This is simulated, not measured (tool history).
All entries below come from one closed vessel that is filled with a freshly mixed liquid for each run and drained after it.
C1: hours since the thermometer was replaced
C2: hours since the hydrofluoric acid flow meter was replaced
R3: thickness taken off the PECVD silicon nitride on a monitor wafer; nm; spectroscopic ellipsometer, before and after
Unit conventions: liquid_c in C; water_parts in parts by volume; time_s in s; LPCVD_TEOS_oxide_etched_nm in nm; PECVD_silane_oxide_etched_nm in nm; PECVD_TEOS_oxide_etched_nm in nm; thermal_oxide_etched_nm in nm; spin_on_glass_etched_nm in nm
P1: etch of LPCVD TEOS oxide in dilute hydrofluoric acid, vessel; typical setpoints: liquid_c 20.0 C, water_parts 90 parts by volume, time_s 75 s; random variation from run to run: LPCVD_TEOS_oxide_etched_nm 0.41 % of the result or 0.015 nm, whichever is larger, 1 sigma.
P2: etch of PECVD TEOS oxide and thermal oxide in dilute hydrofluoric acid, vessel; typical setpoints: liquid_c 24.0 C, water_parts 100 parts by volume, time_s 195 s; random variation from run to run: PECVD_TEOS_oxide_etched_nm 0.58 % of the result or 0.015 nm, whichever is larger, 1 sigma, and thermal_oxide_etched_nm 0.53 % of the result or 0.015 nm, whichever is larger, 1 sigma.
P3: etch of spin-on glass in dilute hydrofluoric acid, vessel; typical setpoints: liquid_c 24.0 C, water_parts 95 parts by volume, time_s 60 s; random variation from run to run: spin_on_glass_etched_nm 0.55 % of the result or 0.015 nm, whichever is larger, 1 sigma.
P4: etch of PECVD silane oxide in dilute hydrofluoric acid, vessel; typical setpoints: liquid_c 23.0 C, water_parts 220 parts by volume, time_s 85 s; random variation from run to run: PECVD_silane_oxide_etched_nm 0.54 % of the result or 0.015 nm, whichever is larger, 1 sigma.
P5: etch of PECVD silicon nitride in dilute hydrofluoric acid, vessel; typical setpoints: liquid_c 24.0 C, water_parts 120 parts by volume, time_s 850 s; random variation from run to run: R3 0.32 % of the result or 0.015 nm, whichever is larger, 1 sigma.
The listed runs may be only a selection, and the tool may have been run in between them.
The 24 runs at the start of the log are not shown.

Run 25, hour 223.0: process P5, liquid_c 24.0 C, water_parts 25 parts by volume, time_s 850 s; C1 345.2; C2 673.7. Result: R3 126.110 nm.
Run 26, hour 232.7: process P5, liquid_c 31.0 C, water_parts 120 parts by volume, time_s 850 s; C1 354.9; C2 683.4. Result: R3 42.363 nm.
Run 27, hour 246.0: process P1, liquid_c 17.0 C, water_parts 90 parts by volume, time_s 75 s; C1 368.2; C2 696.7. Result: LPCVD_TEOS_oxide_etched_nm 27.736 nm.
Run 28, hour 254.0: process P1, liquid_c 20.0 C, water_parts 90 parts by volume, time_s 75 s; C1 376.2; C2 704.7. Result: LPCVD_TEOS_oxide_etched_nm 31.638 nm.
Run 29, hour 264.2: process P2, liquid_c 24.0 C, water_parts 100 parts by volume, time_s 355 s; C1 386.4; C2 714.9. Result: PECVD_TEOS_oxide_etched_nm 47.139 nm, thermal_oxide_etched_nm 16.4250 nm.
Run 30, hour 273.1: process P1, liquid_c 20.0 C, water_parts 90 parts by volume, time_s 75 s; C1 395.3; C2 723.8. Result: LPCVD_TEOS_oxide_etched_nm 31.202 nm.
Run 31, hour 282.7: process P1, liquid_c 20.0 C, water_parts 90 parts by volume, time_s 75 s; C1 404.9; C2 733.4. Result: LPCVD_TEOS_oxide_etched_nm 30.787 nm.
Run 32, hour 291.3: process P1, liquid_c 20.0 C, water_parts 90 parts by volume, time_s 75 s; C1 413.5; C2 742.0. Result: LPCVD_TEOS_oxide_etched_nm 29.945 nm.
Run 33, hour 301.7: process P1, liquid_c 20.0 C, water_parts 90 parts by volume, time_s 75 s; C1 423.9; C2 752.4. Result: LPCVD_TEOS_oxide_etched_nm 29.566 nm.
Run 34, hour 311.7: process P1, liquid_c 20.0 C, water_parts 90 parts by volume, time_s 75 s; C1 433.9; C2 762.4. Result: LPCVD_TEOS_oxide_etched_nm 29.410 nm.
Run 35, hour 322.9: process P1, liquid_c 20.0 C, water_parts 90 parts by volume, time_s 75 s; C1 445.1; C2 773.6. Result: LPCVD_TEOS_oxide_etched_nm 29.134 nm.
Run 36, hour 334.4: process P1, liquid_c 20.0 C, water_parts 90 parts by volume, time_s 75 s; C1 456.6; C2 785.1. Result: LPCVD_TEOS_oxide_etched_nm 29.316 nm.

Run 37 has not been measured yet. What should we expect?
Run 37, hour 346.1: process P1, liquid_c 20.0 C, water_parts 90 parts by volume, time_s 75 s; C1 468.3; C2 796.8. Result: LPCVD_TEOS_oxide_etched_nm ?.

Run 37 came out at LPCVD_TEOS_oxide_etched_nm 29.100 nm.
